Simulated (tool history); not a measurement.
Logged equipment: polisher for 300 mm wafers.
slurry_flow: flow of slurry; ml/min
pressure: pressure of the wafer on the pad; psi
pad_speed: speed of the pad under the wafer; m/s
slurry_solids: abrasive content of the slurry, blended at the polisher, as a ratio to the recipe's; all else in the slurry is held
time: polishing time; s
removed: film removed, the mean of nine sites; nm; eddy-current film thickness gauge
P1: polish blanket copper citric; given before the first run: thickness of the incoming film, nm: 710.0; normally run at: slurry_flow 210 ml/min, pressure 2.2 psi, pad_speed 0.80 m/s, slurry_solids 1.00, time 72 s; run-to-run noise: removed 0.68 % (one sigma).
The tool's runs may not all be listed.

{"run": 1, "hour": 4.0, "slurry_flow": 210, "pressure": 2.2, "pad_speed": 0.8, "slurry_solids": 1.0, "time": 72, "removed": 100.77}
{"run": 2, "hour": 9.2, "slurry_flow": 210, "pressure": 2.2, "pad_speed": 0.8, "slurry_solids": 0.55, "time": 72, "removed": 90.266}
{"run": 3, "hour": 13.9, "slurry_flow": 210, "pressure": 2.2, "pad_speed": 0.8, "slurry_solids": 1.4, "time": 72, "removed": 109.79}
{"run": 4, "hour": 18.2, "slurry_flow": 140, "pressure": 2.2, "pad_speed": 1.04, "slurry_solids": 1.0, "time": 72, "removed": 123.49}
{"run": 5, "hour": 21.8, "slurry_flow": 210, "pressure": 1.7, "pad_speed": 0.8, "slurry_solids": 1.4, "time": 72, "removed": 85.415}
{"run": 6, "hour": 25.6, "slurry_flow": 210, "pressure": 2.2, "pad_speed": 0.42, "slurry_solids": 1.0, "time": 72, "removed": 55.64}
{"run": 7, "hour": 31.1, "slurry_flow": 210, "pressure": 2.2, "pad_speed": 0.8, "slurry_solids": 1.0, "time": 72, "removed": 101.94}
{"run": 8, "hour": 36.5, "slurry_flow": 210, "pressure": 2.2, "pad_speed": 1.16, "slurry_solids": 1.0, "time": 72, "removed": 143.78}
{"run": 9, "hour": 42.1, "slurry_flow": 210, "pressure": 2.2, "pad_speed": 0.8, "slurry_solids": 1.0, "time": 105, "removed": 149.45}
{"run": 10, "hour": 48.4, "slurry_flow": 210, "pressure": 2.2, "pad_speed": 0.8, "slurry_solids": 1.0, "time": 72, "removed": 101.38}
{"run": 11, "hour": 52.5, "slurry_flow": 290, "pressure": 3.3, "pad_speed": 0.8, "slurry_solids": 1.0, "time": 72, "removed": 154.53}
{"run": 12, "hour": 57.8, "slurry_flow": 210, "pressure": 2.2, "pad_speed": 0.8, "slurry_solids": 1.0, "time": 72, "removed": 102.56}
{"run": 13, "hour": 63.0, "slurry_flow": 125, "pressure": 2.2, "pad_speed": 0.8, "slurry_solids": 1.0, "time": 72, "removed": 93.643}
{"run": 14, "hour": 66.8, "slurry_flow": 210, "pressure": 1.0, "pad_speed": 0.8, "slurry_solids": 1.0, "time": 72, "removed": 48.219}
{"run": 15, "hour": 70.7, "slurry_flow": 210, "pressure": 2.2, "pad_speed": 0.8, "slurry_solids": 1.0, "time": 41, "removed": 58.559}
{"run": 16, "hour": 76.1, "slurry_flow": 210, "pressure": 2.2, "pad_speed": 0.8, "slurry_solids": 1.0, "time": 72, "removed": 102.94}
{"run": 17, "hour": 82.2, "slurry_flow": 210, "pressure": 2.9, "pad_speed": 0.8, "slurry_solids": 1.0, "time": 72, "removed": 132.01}
{"run": 18, "hour": 85.9, "slurry_flow": 295, "pressure": 2.2, "pad_speed": 0.8, "slurry_solids": 1.0, "time": 72, "removed": 106.25}
{"run": 19, "hour": 91.9, "slurry_flow": 210, "pressure": 2.2, "pad_speed": 0.8, "slurry_solids": 1.0, "time": 72, "removed": 102.9}
{"run": 20, "hour": 96.0, "slurry_flow": 210, "pressure": 2.2, "pad_speed": 0.8, "slurry_solids": 1.0, "time": 72, "removed": 101.9}
{"run": 21, "hour": 101.1, "slurry_flow": 210, "pressure": 2.2, "pad_speed": 0.8, "slurry_solids": 1.0, "time": 72, "removed": 99.2}
{"run": 22, "hour": 105.5, "slurry_flow": 210, "pressure": 2.2, "pad_speed": 0.8, "slurry_solids": 1.0, "time": 72, "removed": 96.711}
{"run": 23, "hour": 109.0, "slurry_flow": 210, "pressure": 2.2, "pad_speed": 0.8, "slurry_solids": 1.0, "time": 72, "removed": 97.216}
{"run": 24, "hour": 114.4, "slurry_flow": 210, "pressure": 2.2, "pad_speed": 0.8, "slurry_solids": 1.0, "time": 72, "removed": 96.33}
{"hour": 115.0, "done": "head pressure recalibrated"}
{"hour": 116.5, "done": "slurry blender recalibrated"}
{"run": 25, "hour": 120.7, "slurry_flow": 210, "pressure": 2.2, "pad_speed": 0.8, "slurry_solids": 1.0, "time": 72, "removed": 94.633}
{"run": 26, "hour": 126.8, "slurry_flow": 210, "pressure": 2.2, "pad_speed": 0.8, "slurry_solids": 1.0, "time": 72, "removed": 95.335}
{"run": 27, "hour": 131.8, "slurry_flow": 210, "pressure": 2.2, "pad_speed": 0.8, "slurry_solids": 1.0, "time": 72, "removed": 94.558}
{"run": 28, "hour": 135.3, "slurry_flow": 210, "pressure": 2.2, "pad_speed": 0.8, "slurry_solids": 1.0, "time": 72, "removed": 93.258}
{"run": 29, "hour": 139.8, "slurry_flow": 210, "pressure": 2.2, "pad_speed": 0.8, "slurry_solids": 1.0, "time": 72, "removed": 92.971}
{"run": 30, "hour": 144.8, "slurry_flow": 210, "pressure": 2.2, "pad_speed": 0.8, "slurry_solids": 1.0, "time": 72, "removed": 93.895}

Something has made what P1 gives creep away from where it was; the 2 causes below, each at its own stated size, fit the log equally well:
A: removal rate lost through wear of the pad, % = 7.88
B: slurry flow missing at the pad, % = 40
The gradual shift began around hour 96.0.
All other causes, with the reason each is excluded:
head's pressure below its setpoint, %: serviced after onset, at hour 115.0, with no recovery of the prior output
abrasive missing from the slurry, %: serviced after onset, at hour 116.5, with no recovery of the prior output

You are offered 4 check runs, listed below with question marks in place of their results; each one averages 2 wafers. Which run separates the listed causes by giving clearly different results for each?
{"run": "check 1", "hour": 149.8, "slurry_flow": 210, "pressure": 2.2, "pad_speed": 0.52, "slurry_solids": 1.0, "time": 72, "removed": "?"}
{"run": "check 2", "hour": 149.8, "slurry_flow": 140, "pressure": 2.2, "pad_speed": 0.54, "slurry_solids": 1.0, "time": 72, "removed": "?"}
{"run": "check 3", "hour": 149.8, "slurry_flow": 210, "pressure": 1.0, "pad_speed": 0.8, "slurry_solids": 1.3, "time": 72, "removed": "?"}
{"run": "check 4", "hour": 149.8, "slurry_flow": 210, "pressure": 1.0, "pad_speed": 0.8, "slurry_solids": 1.0, "time": 72, "removed": "?"}

If the cause were each of the candidates in turn, the checks would give the following:
check=check_1 result=removed if_A=62.358 if_B=62.348
check=check_2 result=removed if_A=60.729 if_B=58.537
check=check_3 result=removed if_A=47.374 if_B=47.367
check=check_4 result=removed if_A=44.746 if_B=44.738
Separation of the two closest causes in each check, using whichever result separates them best: check 1 0.02 %; check 2 3.68 %; check 3 0.02 %; check 4 0.02 %
Check 2 is the one run that separates the causes; every other check would come out nearly the same whichever cause is at work.

The results of check 2 are: removed 60.793 nm. Based on these, which of the listed causes is it?

It was cause A: removal rate lost through wear of the pad, %.
